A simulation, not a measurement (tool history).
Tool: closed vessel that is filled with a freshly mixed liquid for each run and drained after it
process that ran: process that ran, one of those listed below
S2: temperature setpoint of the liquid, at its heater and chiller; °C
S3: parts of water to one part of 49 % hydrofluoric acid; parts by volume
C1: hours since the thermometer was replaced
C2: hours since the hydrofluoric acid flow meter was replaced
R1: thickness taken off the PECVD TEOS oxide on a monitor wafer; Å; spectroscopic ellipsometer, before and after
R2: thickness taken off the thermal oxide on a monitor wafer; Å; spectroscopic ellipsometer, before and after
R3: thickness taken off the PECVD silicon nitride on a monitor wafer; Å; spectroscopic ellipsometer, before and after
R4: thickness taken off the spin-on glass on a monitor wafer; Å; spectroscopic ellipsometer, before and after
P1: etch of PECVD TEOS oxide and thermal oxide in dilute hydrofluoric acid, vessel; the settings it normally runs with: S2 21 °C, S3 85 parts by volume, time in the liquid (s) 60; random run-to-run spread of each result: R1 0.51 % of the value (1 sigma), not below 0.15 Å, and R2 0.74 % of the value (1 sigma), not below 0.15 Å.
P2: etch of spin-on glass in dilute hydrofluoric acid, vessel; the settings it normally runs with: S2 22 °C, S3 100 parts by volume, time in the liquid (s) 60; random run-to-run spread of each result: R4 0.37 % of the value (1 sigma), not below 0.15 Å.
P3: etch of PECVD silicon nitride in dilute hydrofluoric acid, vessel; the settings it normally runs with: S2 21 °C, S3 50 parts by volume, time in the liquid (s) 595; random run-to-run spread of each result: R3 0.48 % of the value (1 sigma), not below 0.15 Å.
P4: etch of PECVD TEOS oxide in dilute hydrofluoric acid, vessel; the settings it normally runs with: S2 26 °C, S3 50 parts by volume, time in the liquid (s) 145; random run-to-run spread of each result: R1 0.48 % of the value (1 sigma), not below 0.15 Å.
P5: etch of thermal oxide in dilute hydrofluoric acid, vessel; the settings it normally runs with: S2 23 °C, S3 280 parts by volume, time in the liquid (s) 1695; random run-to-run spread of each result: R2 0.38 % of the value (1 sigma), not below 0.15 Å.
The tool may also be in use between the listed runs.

run 1 hour=3.7 | process_that_ran=P1 S2=21 S3=85 time_in_the_liquid_(s)=60 | C1=186.7 C2=1741.4 | R1=180.39 R2=29.2
run 2 hour=8.3 | process_that_ran=P4 S2=26 S3=70 time_in_the_liquid_(s)=145 | C1=191.3 C2=1746 | R1=403.79
run 3 hour=12.4 | process_that_ran=P1 S2=17 S3=85 time_in_the_liquid_(s)=60 | C1=195.4 C2=1750.1 | R1=154.07 R2=25.148
run 4 hour=14.9 | process_that_ran=P4 S2=26 S3=50 time_in_the_liquid_(s)=220 | C1=197.9 C2=1752.6 | R1=883.67
run 5 hour=20.1 | process_that_ran=P3 S2=21 S3=20 time_in_the_liquid_(s)=595 | C1=203.1 C2=1757.8 | R3=672.26
run 6 hour=22.8 | process_that_ran=P1 S2=21 S3=115 time_in_the_liquid_(s)=60 | C1=205.8 C2=1760.5 | R1=128.56 R2=21.482
run 7 hour=26.4 | process_that_ran=P1 S2=26 S3=85 time_in_the_liquid_(s)=60 | C1=209.4 C2=1764.1 | R1=220.54 R2=36.188
run 8 hour=29.4 | process_that_ran=P2 S2=22 S3=100 time_in_the_liquid_(s)=60 | C1=212.4 C2=1767.1 | R4=260.57
run 9 hour=32.7 | process_that_ran=P1 S2=21 S3=85 time_in_the_liquid_(s)=60 | C1=215.7 C2=1770.4 | R1=179.73 R2=29.459
run 10 hour=36.2 | process_that_ran=P1 S2=21 S3=85 time_in_the_liquid_(s)=30 | C1=219.2 C2=1773.9 | R1=89.606 R2=14.781
run 11 hour=39.8 | process_that_ran=P1 S2=21 S3=85 time_in_the_liquid_(s)=60 | C1=222.8 C2=1777.5 | R1=179.48 R2=29.698
run 12 hour=43.9 | process_that_ran=P1 S2=21 S3=85 time_in_the_liquid_(s)=60 | C1=226.9 C2=1781.6 | R1=179.75 R2=29.85
run 13 hour=49.2 | process_that_ran=P1 S2=21 S3=45 time_in_the_liquid_(s)=105 | C1=232.2 C2=1786.9 | R1=625.45 R2=103.56
run 14 hour=52.6 | process_that_ran=P3 S2=17 S3=50 time_in_the_liquid_(s)=595 | C1=235.6 C2=1790.3 | R3=209.19
run 15 hour=55 | process_that_ran=P2 S2=22 S3=170 time_in_the_liquid_(s)=60 | C1=238 C2=1792.7 | R4=142.12
run 16 hour=58.2 | process_that_ran=P5 S2=23 S3=280 time_in_the_liquid_(s)=1695 | C1=241.2 C2=1795.9 | R2=231.16
run 17 hour=63.3 | process_that_ran=P2 S2=22 S3=100 time_in_the_liquid_(s)=30 | C1=246.3 C2=1801 | R4=129.21
run 18 hour=67.6 | process_that_ran=P1 S2=21 S3=85 time_in_the_liquid_(s)=60 | C1=250.6 C2=1805.3 | R1=179.48 R2=29.22
run 19 hour=70.3 | process_that_ran=P3 S2=21 S3=50 time_in_the_liquid_(s)=595 | C1=253.3 C2=1808 | R3=277.39
run 20 hour=75.1 | process_that_ran=P3 S2=21 S3=50 time_in_the_liquid_(s)=895 | C1=258.1 C2=1812.8 | R3=417.34
run 21 hour=80.4 | process_that_ran=P4 S2=17.5 S3=50 time_in_the_liquid_(s)=145 | C1=263.4 C2=1818.1 | R1=407.71
run 22 hour=84.7 | process_that_ran=P5 S2=30 S3=280 time_in_the_liquid_(s)=1695 | C1=267.7 C2=1822.4 | R2=292.46
run 23 hour=89.9 | process_that_ran=P1 S2=21 S3=85 time_in_the_liquid_(s)=60 | C1=272.9 C2=1827.6 | R1=180.46 R2=29.78

Expected results for the next run?
run 24 hour=93.9 | process_that_ran=P1 S2=21 S3=55 time_in_the_liquid_(s)=60 | C1=276.9 C2=1831.6 | R1=? R2=?

Run 24 produced R1 289.89 Å, R2 47.897 Å.
